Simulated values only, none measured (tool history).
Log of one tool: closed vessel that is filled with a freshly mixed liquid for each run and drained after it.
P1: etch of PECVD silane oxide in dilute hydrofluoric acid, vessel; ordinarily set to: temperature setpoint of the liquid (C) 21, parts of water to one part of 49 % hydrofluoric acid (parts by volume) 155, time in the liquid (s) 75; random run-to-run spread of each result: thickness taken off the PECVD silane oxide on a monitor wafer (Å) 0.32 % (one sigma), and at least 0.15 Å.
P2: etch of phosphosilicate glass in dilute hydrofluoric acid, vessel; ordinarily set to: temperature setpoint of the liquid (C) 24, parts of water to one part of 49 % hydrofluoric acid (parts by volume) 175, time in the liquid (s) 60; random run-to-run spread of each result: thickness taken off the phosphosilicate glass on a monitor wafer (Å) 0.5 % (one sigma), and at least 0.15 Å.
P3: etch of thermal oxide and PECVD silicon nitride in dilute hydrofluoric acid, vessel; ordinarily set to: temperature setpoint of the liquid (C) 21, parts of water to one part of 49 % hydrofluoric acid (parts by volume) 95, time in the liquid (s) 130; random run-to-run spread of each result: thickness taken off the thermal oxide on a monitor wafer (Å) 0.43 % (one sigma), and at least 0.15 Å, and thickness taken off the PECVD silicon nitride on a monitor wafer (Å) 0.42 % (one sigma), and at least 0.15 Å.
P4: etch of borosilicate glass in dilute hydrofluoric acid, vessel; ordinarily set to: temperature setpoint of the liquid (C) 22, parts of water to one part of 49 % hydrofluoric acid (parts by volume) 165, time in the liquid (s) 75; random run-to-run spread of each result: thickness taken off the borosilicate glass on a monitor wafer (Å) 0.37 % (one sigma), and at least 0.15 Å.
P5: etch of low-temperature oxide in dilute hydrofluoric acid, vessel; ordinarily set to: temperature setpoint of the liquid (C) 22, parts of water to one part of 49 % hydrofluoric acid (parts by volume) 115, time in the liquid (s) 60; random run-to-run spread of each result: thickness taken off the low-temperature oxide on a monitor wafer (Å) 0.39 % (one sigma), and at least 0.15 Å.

run	hour	process that ran	temperature setpoint of the liquid (C)	parts of water to one part of 49 % hydrofluoric acid (parts by volume)	time in the liquid (s)	thickness taken off the PECVD silane oxide on a monitor wafer (Å)	thickness taken off the phosphosilicate glass on a monitor wafer (Å)	thickness taken off the low-temperature oxide on a monitor wafer (Å)	thickness taken off the thermal oxide on a monitor wafer (Å)	thickness taken off the PECVD silicon nitride on a monitor wafer (Å)	thickness taken off the borosilicate glass on a monitor wafer (Å)
1	4.9	P1	21	155	75	66.002					
2	11.4	P1	29	155	75	89.491					
3	17.4	P2	24	175	60		389.14				
4	23.9	P1	21	155	75	65.828					
5	31.5	P2	24	290	60		210.64				
6	42.2	P5	22	115	30			62.261			
7	50.1	P3	21	135	130				37.477	42.256	
8	60.4	P1	21	240	30	15.742					
9	67.4	P1	21	155	75	65.525					
10	78.2	P3	21	95	130				56.173	59.379	
11	85.8	P4	22	165	75						100.14
12	93.5	P1	21	220	75	43.249					
13	99.3	P1	21	155	110	96.816					
14	105	P1	17	155	75	55.772					
15	115.3	P1	21	155	75	66.056					
16	122.5	P4	22	60	75						310.41
17	131	P1	21	155	75	65.846					
18	141.9	P1	21	155	75	65.474					
19	150.7	P1	28.5	105	75	138.14					
20	159	P3	21	95	130				56.571	59.382	
21	165.9	P5	28.5	115	60			159.72			
22	172.3	P4	22	165	145						194.04
23	177.8	P1	17.5	155	30	22.964					
24	184.9	P2	27.5	175	60		450.17				
25	193.1	P3	17	95	130				47.377	45.408	
26	204	P1	21	155	30	26.455					
27	215	P4	17	165	75						81.824
28	221.8	P5	22	175	60			76.298			
29	231.6	P1	21	20	75	596.05					
30	237.1	P2	24	175	95		623.73				
31	242.2	P2	24	175	60		392.74				
32	247.6	P3	21	95	70				30.314	32.296	

Run 33 comes next. What will it give?
33	254.8	P5	22	115	60			?			

{"run 33": {"thickness taken off the low-temperature oxide on a monitor wafer (Å)": 124.46}}
